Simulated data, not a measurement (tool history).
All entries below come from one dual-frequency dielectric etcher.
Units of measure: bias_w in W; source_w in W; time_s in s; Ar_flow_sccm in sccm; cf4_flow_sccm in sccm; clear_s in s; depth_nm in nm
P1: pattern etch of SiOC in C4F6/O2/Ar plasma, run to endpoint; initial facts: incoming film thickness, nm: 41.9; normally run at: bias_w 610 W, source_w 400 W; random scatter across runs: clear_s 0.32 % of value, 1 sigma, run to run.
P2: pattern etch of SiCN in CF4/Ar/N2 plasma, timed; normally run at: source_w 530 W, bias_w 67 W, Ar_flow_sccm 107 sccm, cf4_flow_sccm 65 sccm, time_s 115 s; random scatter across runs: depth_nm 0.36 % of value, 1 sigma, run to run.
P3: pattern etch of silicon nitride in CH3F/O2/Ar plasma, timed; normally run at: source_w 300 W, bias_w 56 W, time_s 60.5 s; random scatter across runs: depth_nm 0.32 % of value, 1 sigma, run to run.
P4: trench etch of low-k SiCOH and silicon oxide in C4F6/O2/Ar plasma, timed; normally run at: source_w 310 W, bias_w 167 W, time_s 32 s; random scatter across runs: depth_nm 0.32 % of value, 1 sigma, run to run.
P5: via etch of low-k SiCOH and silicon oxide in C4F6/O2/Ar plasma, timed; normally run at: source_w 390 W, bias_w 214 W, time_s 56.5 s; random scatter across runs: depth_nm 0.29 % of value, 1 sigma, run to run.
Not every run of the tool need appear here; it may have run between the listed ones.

run,hour,process,bias_w,source_w,time_s,Ar_flow_sccm,cf4_flow_sccm,hours since the last wet clean,hours since the last bias power generator calibration,hours since the last source power generator calibration,clear_s,depth_nm
1,6.5,P1,610,400,,,,410.6,377.6,638.9,12.883,
2,14.1,P5,214,390,56.5,,,418.2,385.2,646.5,,159.06
3,18.3,P2,67,530,115,77,65,422.4,389.4,650.7,,115.91
4,22.2,P5,214,480,56.5,,,426.3,393.3,654.6,,172.97
5,27.3,P1,769,400,,,,431.4,398.4,659.7,11.723,
6,35,P4,121,310,32,,,439.1,406.1,667.4,,83.841
7,41.4,P1,392,400,,,,445.5,412.5,673.8,15.23,
8,48.8,P4,167,310,41,,,452.9,419.9,681.2,,118
9,53.9,P2,67,530,115,107,82,458,425,686.3,,113.93
10,59.1,P1,774,520,,,,463.2,430.2,691.5,10.724,
11,63.8,P2,67,430,115,107,65,467.9,434.9,696.2,,91.042
12,70.6,P1,610,400,,,,474.7,441.7,703,12.869,
13,77.3,P1,610,400,,,,481.4,448.4,709.7,12.943,
14,84.6,P2,67,530,115,107,65,488.7,455.7,717,,109.46
15,89.7,P3,56,300,60.5,,,493.8,460.8,722.1,,34.799
16,97.2,P4,167,310,32,,,501.3,468.3,729.6,,92.487
17,104.3,P3,44,300,60.5,,,508.4,475.4,736.7,,32.145
18,110.6,P1,740,490,,,,514.7,481.7,743,11.166,
19,114.3,P5,214,390,56.5,,,518.4,485.4,746.7,,159.82
20,120,P2,50,530,115,107,65,524.1,491.1,752.4,,99.474
21,128.1,P1,610,400,,,,532.2,499.2,760.5,12.915,
22,133.4,P3,56,410,60.5,,,537.5,504.5,765.8,,39.252
23,139.4,P5,280,390,56.5,,,543.5,510.5,771.8,,174.86
24,145,P5,214,390,39.5,,,549.1,516.1,777.4,,112.05
25,148.8,P3,56,300,33.5,,,552.9,519.9,781.2,,19.254
26,155.3,P1,448,300,,,,559.4,526.4,787.7,16.135,
27,160.4,P2,67,530,65.5,107,65,564.5,531.5,792.8,,62.394
28,168.7,P3,56,300,60.5,,,572.8,539.8,801.1,,34.94
29,176.9,P1,610,500,,,,581,548,809.3,11.835,
30,184.1,P4,167,310,32,,,588.2,555.2,816.5,,92.295
31,190.6,P1,610,290,,,,594.7,561.7,823,14.607,
32,194.8,P1,610,400,,,,598.9,565.9,827.2,12.93,
33,201.6,P4,167,220,32,,,605.7,572.7,834,,81.177
34,205.8,P1,610,400,,,,609.9,576.9,838.2,12.898,
35,212.8,P1,610,400,,,,616.9,583.9,845.2,12.869,
36,217.5,P1,610,400,,,,621.6,588.6,849.9,12.813,
37,224.9,P1,610,400,,,,629,596,857.3,12.688,
# hour 227.4: wet clean of the chamber
38,230.9,P1,610,400,,,,3.5,602,863.3,12.74,
39,234.6,P1,610,400,,,,7.2,605.7,867,12.615,
40,238.4,P1,610,400,,,,11,609.5,870.8,12.661,
41,245.4,P1,610,400,,,,18,616.5,877.8,12.617,
42,252.1,P1,610,400,,,,24.7,623.2,884.5,12.68,
43,256.6,P1,610,400,,,,29.2,627.7,889,12.685,
44,263.4,P1,610,400,,,,36,634.5,895.8,12.685,

Compared with where it was, what P1 gives has crept away. Each cause listed below fits the log as well as the rest, at the size given for it:
A: bias power that arrives over what is set, % = 4.73
B: source power that arrives over what is set, % = 4.98
The onset of the drift is placed at about hour 205.8.
The rest of the possible causes, and what rules out each one:
chamber walls in a state that raises the etch rate, %: serviced at hour 227.4, after the change had begun; the process did not return to its earlier output

Listed below are the offered check runs, one wafer per run, with question marks in place of results. For which of them would the causes give clearly different outcomes?
check 1,270.2,P4,167,310,32,,,,,,,?
check 2,270.2,P3,56,300,60.5,,,,,,,?
check 3,270.2,P2,67,530,115,107,65,,,,,?
check 4,270.2,P5,214,390,56.5,,,,,,,?

Check results expected under each cause:
check,result,if A,if B
check 1,depth_nm,93.74,94.135
check 2,depth_nm,35.41,35.526
check 3,depth_nm,111.7,114.72
check 4,depth_nm,162.36,162.93
Separation of the two closest causes in each check, using whichever result separates them best: check 1 0.42 %; check 2 0.33 %; check 3 2.67 %; check 4 0.35 %
The other checks would show nearly matching results whichever cause is true, so check 3 is the only one that separates the causes.

The results of check 3 are: depth_nm 114.96 nm. Based on these, which of the listed causes is it?

B is the cause: source power that arrives over what is set, %.
